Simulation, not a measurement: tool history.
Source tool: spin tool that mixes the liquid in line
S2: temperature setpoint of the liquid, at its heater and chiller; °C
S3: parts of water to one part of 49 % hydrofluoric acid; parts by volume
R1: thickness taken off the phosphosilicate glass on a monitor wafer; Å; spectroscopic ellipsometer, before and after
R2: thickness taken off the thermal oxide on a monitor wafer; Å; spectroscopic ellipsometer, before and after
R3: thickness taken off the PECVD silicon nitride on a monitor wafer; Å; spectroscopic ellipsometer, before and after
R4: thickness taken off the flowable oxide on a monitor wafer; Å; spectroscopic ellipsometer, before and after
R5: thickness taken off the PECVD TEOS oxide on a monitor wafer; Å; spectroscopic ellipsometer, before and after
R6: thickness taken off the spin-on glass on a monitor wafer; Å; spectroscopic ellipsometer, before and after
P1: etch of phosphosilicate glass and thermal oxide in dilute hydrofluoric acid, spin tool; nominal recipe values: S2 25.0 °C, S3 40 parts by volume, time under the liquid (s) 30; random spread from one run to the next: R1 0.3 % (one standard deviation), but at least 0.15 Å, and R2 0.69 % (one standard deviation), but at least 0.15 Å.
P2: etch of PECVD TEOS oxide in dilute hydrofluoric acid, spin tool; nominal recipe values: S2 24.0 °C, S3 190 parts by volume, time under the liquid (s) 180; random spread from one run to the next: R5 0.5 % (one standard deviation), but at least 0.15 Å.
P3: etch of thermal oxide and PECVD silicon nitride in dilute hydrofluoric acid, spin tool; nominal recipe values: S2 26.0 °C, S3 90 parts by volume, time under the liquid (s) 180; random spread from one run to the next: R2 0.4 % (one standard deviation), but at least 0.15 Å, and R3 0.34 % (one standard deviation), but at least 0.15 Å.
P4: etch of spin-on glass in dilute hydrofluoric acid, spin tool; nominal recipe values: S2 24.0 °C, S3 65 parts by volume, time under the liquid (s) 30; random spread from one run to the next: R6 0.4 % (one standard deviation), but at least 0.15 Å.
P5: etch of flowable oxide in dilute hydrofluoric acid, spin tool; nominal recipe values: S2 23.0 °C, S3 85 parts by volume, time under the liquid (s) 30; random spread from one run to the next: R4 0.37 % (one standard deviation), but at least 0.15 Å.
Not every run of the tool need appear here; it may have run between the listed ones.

{"run": 1, "hour": 3.6, "process that ran": "P1", "S2": 25.0, "S3": 40, "time under the liquid (s)": 30, "R1": 1447.9, "R2": 36.817}
{"run": 2, "hour": 6.9, "process that ran": "P3", "S2": 26.0, "S3": 145, "time under the liquid (s)": 180, "R2": 59.965, "R3": 50.337}
{"run": 3, "hour": 9.3, "process that ran": "P3", "S2": 26.0, "S3": 90, "time under the liquid (s)": 180, "R2": 103.65, "R3": 80.594}
{"run": 4, "hour": 12.2, "process that ran": "P3", "S2": 26.0, "S3": 90, "time under the liquid (s)": 180, "R2": 103.86, "R3": 81.176}
{"run": 5, "hour": 14.2, "process that ran": "P1", "S2": 25.0, "S3": 70, "time under the liquid (s)": 30, "R1": 792.75, "R2": 19.717}
{"run": 6, "hour": 18.5, "process that ran": "P5", "S2": 23.0, "S3": 35, "time under the liquid (s)": 30, "R4": 283.75}
{"run": 7, "hour": 21.0, "process that ran": "P1", "S2": 25.0, "S3": 40, "time under the liquid (s)": 30, "R1": 1444.6, "R2": 36.367}
{"run": 8, "hour": 24.0, "process that ran": "P2", "S2": 24.0, "S3": 190, "time under the liquid (s)": 180, "R5": 90.734}
{"run": 9, "hour": 27.2, "process that ran": "P1", "S2": 32.5, "S3": 40, "time under the liquid (s)": 30, "R1": 1944.3, "R2": 49.407}
{"run": 10, "hour": 31.4, "process that ran": "P3", "S2": 19.0, "S3": 90, "time under the liquid (s)": 180, "R2": 78.095, "R3": 50.614}
{"run": 11, "hour": 34.2, "process that ran": "P1", "S2": 25.0, "S3": 20, "time under the liquid (s)": 30, "R1": 2979.7, "R2": 74.338}
{"run": 12, "hour": 36.7, "process that ran": "P4", "S2": 24.0, "S3": 65, "time under the liquid (s)": 30, "R6": 170.18}
{"run": 13, "hour": 41.0, "process that ran": "P2", "S2": 24.0, "S3": 190, "time under the liquid (s)": 340, "R5": 168.42}
{"run": 14, "hour": 43.0, "process that ran": "P1", "S2": 25.0, "S3": 40, "time under the liquid (s)": 30, "R1": 1445.7, "R2": 36.582}
{"run": 15, "hour": 46.4, "process that ran": "P4", "S2": 24.0, "S3": 65, "time under the liquid (s)": 65, "R6": 368.13}
{"run": 16, "hour": 48.5, "process that ran": "P1", "S2": 25.0, "S3": 40, "time under the liquid (s)": 30, "R1": 1439.8, "R2": 36.72}
{"run": 17, "hour": 50.9, "process that ran": "P4", "S2": 24.0, "S3": 30, "time under the liquid (s)": 30, "R6": 390.55}
{"run": 18, "hour": 54.7, "process that ran": "P4", "S2": 18.5, "S3": 65, "time under the liquid (s)": 30, "R6": 136.19}
{"run": 19, "hour": 56.7, "process that ran": "P1", "S2": 25.0, "S3": 40, "time under the liquid (s)": 15, "R1": 723.47, "R2": 18.269}
{"run": 20, "hour": 59.9, "process that ran": "P5", "S2": 29.5, "S3": 85, "time under the liquid (s)": 30, "R4": 139.81}
{"run": 21, "hour": 61.9, "process that ran": "P2", "S2": 24.0, "S3": 55, "time under the liquid (s)": 180, "R5": 366.11}
{"run": 22, "hour": 66.3, "process that ran": "P5", "S2": 23.0, "S3": 85, "time under the liquid (s)": 30, "R4": 109.69}
{"run": 23, "hour": 69.6, "process that ran": "P1", "S2": 31.5, "S3": 60, "time under the liquid (s)": 30, "R1": 1210.1, "R2": 30.044}
{"run": 24, "hour": 71.7, "process that ran": "P1", "S2": 19.0, "S3": 40, "time under the liquid (s)": 30, "R1": 1126.5, "R2": 28.019}
{"run": 25, "hour": 75.9, "process that ran": "P5", "S2": 23.0, "S3": 85, "time under the liquid (s)": 15, "R4": 54.469}
{"run": 26, "hour": 78.0, "process that ran": "P1", "S2": 25.0, "S3": 40, "time under the liquid (s)": 55, "R1": 2643.7, "R2": 66.497}
{"run": 27, "hour": 81.2, "process that ran": "P1", "S2": 25.0, "S3": 40, "time under the liquid (s)": 30, "R1": 1447.4, "R2": 36.891}
{"run": 28, "hour": 85.5, "process that ran": "P2", "S2": 30.5, "S3": 190, "time under the liquid (s)": 180, "R5": 112.47}
{"run": 29, "hour": 89.4, "process that ran": "P1", "S2": 25.0, "S3": 40, "time under the liquid (s)": 30, "R1": 1447.2, "R2": 36.162}
{"run": 30, "hour": 91.3, "process that ran": "P3", "S2": 26.0, "S3": 90, "time under the liquid (s)": 30, "R2": 17.027, "R3": 13.782}
{"run": 31, "hour": 94.2, "process that ran": "P1", "S2": 25.0, "S3": 40, "time under the liquid (s)": 30, "R1": 1441.5, "R2": 35.977}
{"run": 32, "hour": 98.5, "process that ran": "P1", "S2": 25.0, "S3": 40, "time under the liquid (s)": 30, "R1": 1522.0, "R2": 38.868}
{"run": 33, "hour": 101.6, "process that ran": "P1", "S2": 25.0, "S3": 40, "time under the liquid (s)": 30, "R1": 1551.4, "R2": 39.05}
{"run": 34, "hour": 104.0, "process that ran": "P1", "S2": 25.0, "S3": 40, "time under the liquid (s)": 30, "R1": 1560.7, "R2": 39.084}
{"run": 35, "hour": 106.4, "process that ran": "P1", "S2": 25.0, "S3": 40, "time under the liquid (s)": 30, "R1": 1563.7, "R2": 39.727}
{"run": 36, "hour": 108.4, "process that ran": "P1", "S2": 25.0, "S3": 40, "time under the liquid (s)": 30, "R1": 1569.8, "R2": 39.306}
{"run": 37, "hour": 112.2, "process that ran": "P1", "S2": 25.0, "S3": 40, "time under the liquid (s)": 30, "R1": 1568.4, "R2": 39.262}
{"run": 38, "hour": 114.7, "process that ran": "P1", "S2": 25.0, "S3": 40, "time under the liquid (s)": 30, "R1": 1572.9, "R2": 39.587}

The log shows P1 creeping away from where it was. Any of the 2 causes listed here, at the size stated for it, fits the log just as well as the others:
A: hydrofluoric acid flow above the setpoint (%) = 8.47
B: liquid hotter than its thermometer reads (K) = 2.1
The creep began at about hour 94.2.

Below are 4 check runs, each on a single wafer, with their results shown as question marks. Which of them would tell the listed causes apart, meaning the causes would give clearly different results under it?
{"run": "check 1", "hour": 117.2, "process that ran": "P3", "S2": 19.5, "S3": 135, "time under the liquid (s)": 180, "R2": "?", "R3": "?"}
{"run": "check 2", "hour": 117.2, "process that ran": "P2", "S2": 24.0, "S3": 110, "time under the liquid (s)": 250, "R5": "?"}
{"run": "check 3", "hour": 117.2, "process that ran": "P4", "S2": 24.0, "S3": 65, "time under the liquid (s)": 50, "R6": "?"}
{"run": "check 4", "hour": 117.2, "process that ran": "P5", "S2": 26.5, "S3": 85, "time under the liquid (s)": 30, "R4": "?"}

Expected result of each check under each candidate cause:
check=check_1 result=R2 if_A=55.453 if_B=54.982
check=check_1 result=R3 if_A=38.270 if_B=40.689
check=check_2 result=R5 if_A=259.630 if_B=257.050
check=check_3 result=R6 if_A=311.22 if_B=310.18
check=check_4 result=R4 if_A=137.260 if_B=136.070
Per check, the gap between the least separated pair of causes, taken in the result that splits them most: check 1 6.13 %; check 2 1 %; check 3 0.33 %; check 4 0.87 %
Only in check 1 would the causes give clearly different results; in the remaining checks their results would be nearly the same.

Then check 1 was run and gave: R2 54.770 Å; R3 40.432 Å. Which cause is it?

Of the candidate causes, it is B: liquid hotter than its thermometer reads (K).
